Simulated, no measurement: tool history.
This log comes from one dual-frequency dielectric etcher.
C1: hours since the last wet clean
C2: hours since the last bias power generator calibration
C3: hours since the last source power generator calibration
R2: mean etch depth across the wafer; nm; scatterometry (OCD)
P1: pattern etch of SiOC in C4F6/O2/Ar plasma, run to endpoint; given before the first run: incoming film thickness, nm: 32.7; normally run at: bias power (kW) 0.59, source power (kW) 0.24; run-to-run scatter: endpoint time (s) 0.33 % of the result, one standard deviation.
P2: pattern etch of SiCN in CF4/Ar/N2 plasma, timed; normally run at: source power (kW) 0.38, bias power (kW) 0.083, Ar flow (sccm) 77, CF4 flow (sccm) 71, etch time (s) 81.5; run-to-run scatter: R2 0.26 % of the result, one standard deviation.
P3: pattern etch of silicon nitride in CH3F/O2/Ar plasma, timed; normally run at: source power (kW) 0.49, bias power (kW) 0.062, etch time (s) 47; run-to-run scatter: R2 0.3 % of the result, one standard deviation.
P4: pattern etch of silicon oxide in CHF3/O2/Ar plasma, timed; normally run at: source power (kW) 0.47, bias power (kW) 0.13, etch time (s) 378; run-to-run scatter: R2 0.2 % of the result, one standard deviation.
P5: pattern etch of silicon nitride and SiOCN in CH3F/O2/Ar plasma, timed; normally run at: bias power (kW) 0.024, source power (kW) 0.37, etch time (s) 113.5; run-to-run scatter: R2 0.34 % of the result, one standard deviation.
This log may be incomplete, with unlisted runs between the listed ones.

Run 1, hour 6.4: process that ran P1, bias power (kW) 0.59, source power (kW) 0.24; C1 351.1; C2 2690.8; C3 2627.3. Result: endpoint time (s) 12.341.
Run 2, hour 15.8: process that ran P2, bias power (kW) 0.083, source power (kW) 0.38, Ar flow (sccm) 55, CF4 flow (sccm) 71, etch time (s) 81.5; C1 360.5; C2 2700.2; C3 2636.7. Result: R2 69.943 nm.
Run 3, hour 23.8: process that ran P3, bias power (kW) 0.062, source power (kW) 0.49, etch time (s) 47; C1 368.5; C2 2708.2; C3 2644.7. Result: R2 33.246 nm.
Run 4, hour 30.9: process that ran P2, bias power (kW) 0.062, source power (kW) 0.38, Ar flow (sccm) 77, CF4 flow (sccm) 71, etch time (s) 81.5; C1 375.6; C2 2715.3; C3 2651.8. Result: R2 61.005 nm.
Run 5, hour 40.2: process that ran P5, bias power (kW) 0.024, source power (kW) 0.37, etch time (s) 74.5; C1 384.9; C2 2724.6; C3 2661.1. Result: R2 9.8667 nm.
Run 6, hour 46.4: process that ran P4, bias power (kW) 0.13, source power (kW) 0.31, etch time (s) 378; C1 391.1; C2 2730.8; C3 2667.3. Result: R2 522.76 nm.
Run 7, hour 53.9: process that ran P1, bias power (kW) 0.59, source power (kW) 0.24; C1 398.6; C2 2738.3; C3 2674.8. Result: endpoint time (s) 12.343.
Run 8, hour 65.5: process that ran P2, bias power (kW) 0.083, source power (kW) 0.21, Ar flow (sccm) 77, CF4 flow (sccm) 71, etch time (s) 81.5; C1 410.2; C2 2749.9; C3 2686.4. Result: R2 40.082 nm.
Run 9, hour 73.5: process that ran P5, bias power (kW) 0.024, source power (kW) 0.37, etch time (s) 113.5; C1 418.2; C2 2757.9; C3 2694.4. Result: R2 15.032 nm.
Run 10, hour 78.6: process that ran P1, bias power (kW) 0.365, source power (kW) 0.18; C1 423.3; C2 2763; C3 2699.5. Result: endpoint time (s) 16.362.
Run 11, hour 84.1: process that ran P3, bias power (kW) 0.062, source power (kW) 0.49, etch time (s) 27.5; C1 428.8; C2 2768.5; C3 2705. Result: R2 19.46 nm.
Run 12, hour 94.8: process that ran P1, bias power (kW) 0.59, source power (kW) 0.14; C1 439.5; C2 2779.2; C3 2715.7. Result: endpoint time (s) 14.85.
Run 13, hour 100.2: process that ran P1, bias power (kW) 0.59, source power (kW) 0.24; C1 444.9; C2 2784.6; C3 2721.1. Result: endpoint time (s) 12.378.
Run 14, hour 111.7: process that ran P4, bias power (kW) 0.13, source power (kW) 0.47, etch time (s) 378; C1 456.4; C2 2796.1; C3 2732.6. Result: R2 614.79 nm.
Run 15, hour 118: process that ran P1, bias power (kW) 0.45, source power (kW) 0.24; C1 462.7; C2 2802.4; C3 2738.9. Result: endpoint time (s) 13.604.
Run 16, hour 123.2: process that ran P5, bias power (kW) 0.024, source power (kW) 0.37, etch time (s) 113.5; C1 467.9; C2 2807.6; C3 2744.1. Result: R2 15.048 nm.
Run 17, hour 134.7: process that ran P2, bias power (kW) 0.083, source power (kW) 0.38, Ar flow (sccm) 77, CF4 flow (sccm) 71, etch time (s) 81.5; C1 479.4; C2 2819.1; C3 2755.6. Result: R2 67.266 nm.
Run 18, hour 141.8: process that ran P5, bias power (kW) 0.031, source power (kW) 0.37, etch time (s) 113.5; C1 486.5; C2 2826.2; C3 2762.7. Result: R2 16.887 nm.
Run 19, hour 153.2: process that ran P2, bias power (kW) 0.083, source power (kW) 0.38, Ar flow (sccm) 77, CF4 flow (sccm) 71, etch time (s) 81.5; C1 497.9; C2 2837.6; C3 2774.1. Result: R2 67.061 nm.
Run 20, hour 159.7: process that ran P5, bias power (kW) 0.024, source power (kW) 0.47, etch time (s) 113.5; C1 504.4; C2 2844.1; C3 2780.6. Result: R2 16.237 nm.
Run 21, hour 170.8: process that ran P1, bias power (kW) 0.59, source power (kW) 0.29; C1 515.5; C2 2855.2; C3 2791.7. Result: endpoint time (s) 11.475.
Run 22, hour 182.6: process that ran P2, bias power (kW) 0.083, source power (kW) 0.38, Ar flow (sccm) 77, CF4 flow (sccm) 71, etch time (s) 104.5; C1 527.3; C2 2867; C3 2803.5. Result: R2 86.215 nm.
Run 23, hour 192.2: process that ran P4, bias power (kW) 0.13, source power (kW) 0.47, etch time (s) 208; C1 536.9; C2 2876.6; C3 2813.1. Result: R2 337.82 nm.
Run 24, hour 198.6: process that ran P4, bias power (kW) 0.13, source power (kW) 0.47, etch time (s) 378; C1 543.3; C2 2883; C3 2819.5. Result: R2 614.9 nm.
Run 25, hour 209.3: process that ran P1, bias power (kW) 0.59, source power (kW) 0.24; C1 554; C2 2893.7; C3 2830.2. Result: endpoint time (s) 12.367.
Run 26, hour 217.9: process that ran P1, bias power (kW) 0.59, source power (kW) 0.24; C1 562.6; C2 2902.3; C3 2838.8. Result: endpoint time (s) 12.348.
Run 27, hour 224.7: process that ran P4, bias power (kW) 0.159, source power (kW) 0.47, etch time (s) 378; C1 569.4; C2 2909.1; C3 2845.6. Result: R2 657.98 nm.
Run 28, hour 236.4: process that ran P3, bias power (kW) 0.081, source power (kW) 0.49, etch time (s) 47; C1 581.1; C2 2920.8; C3 2857.3. Result: R2 36.509 nm.
Run 29, hour 247.6: process that ran P3, bias power (kW) 0.062, source power (kW) 0.31, etch time (s) 47; C1 592.3; C2 2932; C3 2868.5. Result: R2 28.082 nm.
Run 30, hour 259.2: process that ran P2, bias power (kW) 0.083, source power (kW) 0.38, Ar flow (sccm) 77, CF4 flow (sccm) 42, etch time (s) 81.5; C1 603.9; C2 2943.6; C3 2880.1. Result: R2 62.517 nm.
Run 31, hour 269: process that ran P1, bias power (kW) 0.767, source power (kW) 0.24; C1 613.7; C2 2953.4; C3 2889.9. Result: endpoint time (s) 11.097.
Run 32, hour 276.2: process that ran P1, bias power (kW) 0.59, source power (kW) 0.24; C1 620.9; C2 2960.6; C3 2897.1. Result: endpoint time (s) 12.32.
Run 33, hour 286.8: process that ran P1, bias power (kW) 0.59, source power (kW) 0.24; C1 631.5; C2 2971.2; C3 2907.7. Result: endpoint time (s) 12.327.
Run 34, hour 297.3: process that ran P1, bias power (kW) 0.59, source power (kW) 0.24; C1 642; C2 2981.7; C3 2918.2. Result: endpoint time (s) 12.451.
Run 35, hour 304.3: process that ran P1, bias power (kW) 0.59, source power (kW) 0.24; C1 649; C2 2988.7; C3 2925.2. Result: endpoint time (s) 12.531.
Run 36, hour 313.4: process that ran P1, bias power (kW) 0.59, source power (kW) 0.24; C1 658.1; C2 2997.8; C3 2934.3. Result: endpoint time (s) 12.485.
Run 37, hour 319.6: process that ran P1, bias power (kW) 0.59, source power (kW) 0.24; C1 664.3; C2 3004; C3 2940.5. Result: endpoint time (s) 12.454.
At hour 324.7: wet clean of the chamber.
Run 38, hour 330.8: process that ran P1, bias power (kW) 0.59, source power (kW) 0.24; C1 6.1; C2 3015.2; C3 2951.7. Result: endpoint time (s) 12.528.
Run 39, hour 337.3: process that ran P1, bias power (kW) 0.59, source power (kW) 0.24; C1 12.6; C2 3021.7; C3 2958.2. Result: endpoint time (s) 12.521.
Run 40, hour 348.2: process that ran P1, bias power (kW) 0.59, source power (kW) 0.24; C1 23.5; C2 3032.6; C3 2969.1. Result: endpoint time (s) 12.53.

The log shows P1 creeping away from where it was. Any of the 2 causes listed here, at the size stated for it, fits the log just as well as the others:
A: bias power that arrives under what is set, % = 4.21
B: source power that arrives under what is set, % = 4.51
Onset of the creep was near hour 276.2.
Each remaining cause and why it is not a fit:
chamber walls in a state that lowers the etch rate, %: serviced after onset, at hour 324.7, with no recovery of the prior output

Each of the 4 check runs below uses one wafer; its results are left as question marks. Which run tells the causes apart?
Run check 1, hour 359.1: process that ran P5, bias power (kW) 0.024, source power (kW) 0.44, etch time (s) 113.5. Result: R2 ?.
Run check 2, hour 359.1: process that ran P4, bias power (kW) 0.155, source power (kW) 0.33, etch time (s) 378. Result: R2 ?.
Run check 3, hour 359.1: process that ran P2, bias power (kW) 0.083, source power (kW) 0.38, Ar flow (sccm) 77, CF4 flow (sccm) 51, etch time (s) 81.5. Result: R2 ?.
Run check 4, hour 359.1: process that ran P3, bias power (kW) 0.073, source power (kW) 0.49, etch time (s) 47. Result: R2 ?.

What each check would give under each cause:
  check  result    if A    if B
check 1      R2  15.636  15.688
check 2      R2  560.19   558.5
check 3      R2  63.229  61.686
check 4      R2    34.7  34.593
Gap, in per cent, between the two causes that each check separates least, read from the result that separates them most: check 1 0.33 %; check 2 0.3 %; check 3 2.47 %; check 4 0.31 %
Only in check 3 would the causes give clearly different results; in the remaining checks their results would be nearly the same.

Then check 3 was run and gave: R2 61.828 nm. Which cause is it?

The cause is B: source power that arrives under what is set, %.
